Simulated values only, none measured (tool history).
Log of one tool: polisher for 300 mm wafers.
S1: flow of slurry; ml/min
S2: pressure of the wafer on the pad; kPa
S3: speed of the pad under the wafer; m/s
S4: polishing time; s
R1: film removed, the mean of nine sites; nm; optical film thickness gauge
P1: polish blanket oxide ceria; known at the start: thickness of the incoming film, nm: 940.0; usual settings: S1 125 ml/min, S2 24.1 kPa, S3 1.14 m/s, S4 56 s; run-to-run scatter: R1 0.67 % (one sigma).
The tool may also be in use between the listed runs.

run   hour   S1    S2    S3  S4      R1
  1    7.3  125  24.1  1.14  56  279.08
  2   13.1  190  24.1  1.14  56  301.46
  3   19.7  125  24.1   1.8  56  445.11
  4   25.8   75  24.1  1.64  56  350.25
  5     37  125  24.1  1.14  56   282.8
  6   44.8  125  24.1  1.14  56  280.61
  7   49.9  125  24.1  1.14  56  280.71
  8   59.1  125  24.1  1.14  89  442.31
        60  -- slurry nozzle cleaned
  9   69.1   75  24.1  1.14  56  246.22
 10   74.2  125  24.1  1.14  36  182.07
 11   83.6  125  16.5  1.14  56  190.62
 12   89.5  125  24.1  1.14  56  281.44
 13   98.1  125  24.1  1.14  56  280.26
 14  104.7  125  37.9  1.14  56  446.34
 15  112.4  125  24.1  1.14  56  282.56
 16  121.9  125  24.1  0.52  56  127.62
 17  129.1  125  24.1  1.14  56  277.57
 18  138.3  125  24.1  1.14  56  274.21
 19  145.3  125  24.1  1.14  56  268.23
 20  155.8  125  24.1  1.14  56  263.41
     160.3  -- head pressure recalibrated
 21  160.8  125  24.1  1.14  56  263.56
 22  166.8  125  24.1  1.14  56  260.47
 23  174.7  125  24.1  1.14  56  257.48
 24  181.5  125  24.1  1.14  56   261.4

What P1 gives has crept away from where it was. These 2 causes fit the log equally well, each at the size given:
A: slurry flow missing at the pad, % = 27.5
B: removal rate lost through wear of the pad, % = 7.28
The creep began at about hour 129.1.
Why every other cause is out:
head's pressure below its setpoint, %: serviced at hour 160.3, which brought nothing back

4 check runs are offered, each on 2 wafers whose results are averaged, their results left as question marks. Which one tells the causes apart?
check 1  188.3  125  24.1  1.74  88   ?
check 2  188.3  125  36.5  1.14  56   ?
check 3  188.3   75  32.4  1.14  56   ?
check 4  188.3  125  24.1  1.78  77   ?

What each check would give under each cause:
  check  result    if A    if B
check 1      R1  625.43  625.38
check 2      R1  394.86  394.83
check 3      R1  294.76  307.16
check 4      R1  559.83  559.78
How far apart the two closest causes lie, in the result that separates them most: check 1 0.01 %; check 2 0.01 %; check 3 4.12 %; check 4 0.01 %
Check 3 tells the causes apart: in the others they would give nearly the same result.

Then check 3 was run and gave: R1 292.34 nm. Which cause is it?

It is A: slurry flow missing at the pad, %.
